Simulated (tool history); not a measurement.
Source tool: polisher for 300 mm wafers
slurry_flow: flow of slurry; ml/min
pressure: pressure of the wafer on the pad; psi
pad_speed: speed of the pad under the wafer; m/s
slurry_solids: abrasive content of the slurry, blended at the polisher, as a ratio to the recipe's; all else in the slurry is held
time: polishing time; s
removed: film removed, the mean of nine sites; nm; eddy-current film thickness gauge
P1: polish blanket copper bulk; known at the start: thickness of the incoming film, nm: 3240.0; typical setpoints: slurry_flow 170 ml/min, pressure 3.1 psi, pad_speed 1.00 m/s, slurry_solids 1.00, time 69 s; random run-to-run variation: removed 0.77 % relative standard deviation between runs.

run   hour  slurry_flow  pressure  pad_speed  slurry_solids  time  wafers polished on this pad  hours since the slurry nozzle was cleaned  hours since the head pressure was calibrated  hours since the slurry blender was calibrated  removed
  1    9.5          170       3.1       1.00           1.00    69                          929                                      460.1                                         528.3                                          311.7   770.09
  2   19.3          170       3.1       1.00           0.50    69                          982                                      469.9                                         538.1                                          321.5   672.66
  3   30.0          170       3.1       1.00           1.45    69                         1039                                      480.6                                         548.8                                          332.2   845.45
  4   43.2          170       3.1       1.00           1.00    31                         1110                                      493.8                                         562.0                                          345.4   344.50
  5   58.7          170       3.1       1.00           1.00    69                         1194                                      509.3                                         577.5                                          360.9   771.06
  6   70.4          170       3.1       1.00           1.00    69                         1256                                      521.0                                         589.2                                          372.6   776.67
  7   84.1          170       3.1       0.58           1.00    69                         1330                                      534.7                                         602.9                                          386.3   450.55
  8   99.9          170       1.4       1.00           1.00    69                         1415                                      550.5                                         618.7                                          402.1   348.00
  9  116.3          170       2.1       1.40           1.00    69                         1503                                      566.9                                         635.1                                          418.5   728.86
 10  133.0          100       3.1       1.00           1.00    69                         1593                                      583.6                                         651.8                                          435.2   691.05
 11  141.0          170       3.1       1.60           1.00    69                         1636                                      591.6                                         659.8                                          443.2  1249.90
 12  150.7          170       3.1       1.00           1.00    69                         1688                                      601.3                                         669.5                                          452.9   763.62
 13  163.7          255       3.1       1.00           1.00    69                         1758                                      614.3                                         682.5                                          465.9   814.94
 14  179.1          170       4.1       1.00           1.00    69                         1841                                      629.7                                         697.9                                          481.3  1027.20
 15  187.0          170       3.1       1.00           1.00    69                         1883                                      637.6                                         705.8                                          489.2   788.00
 16  199.2          170       3.1       1.00           1.00    69                         1949                                      649.8                                         718.0                                          501.4   767.46

What does the tool deliver on the next run?
 17  215.1          170       3.1       1.00           1.00    69                         2034                                      665.7                                         733.9                                          517.3        ?

Run 17 measured removed 774.89 nm.

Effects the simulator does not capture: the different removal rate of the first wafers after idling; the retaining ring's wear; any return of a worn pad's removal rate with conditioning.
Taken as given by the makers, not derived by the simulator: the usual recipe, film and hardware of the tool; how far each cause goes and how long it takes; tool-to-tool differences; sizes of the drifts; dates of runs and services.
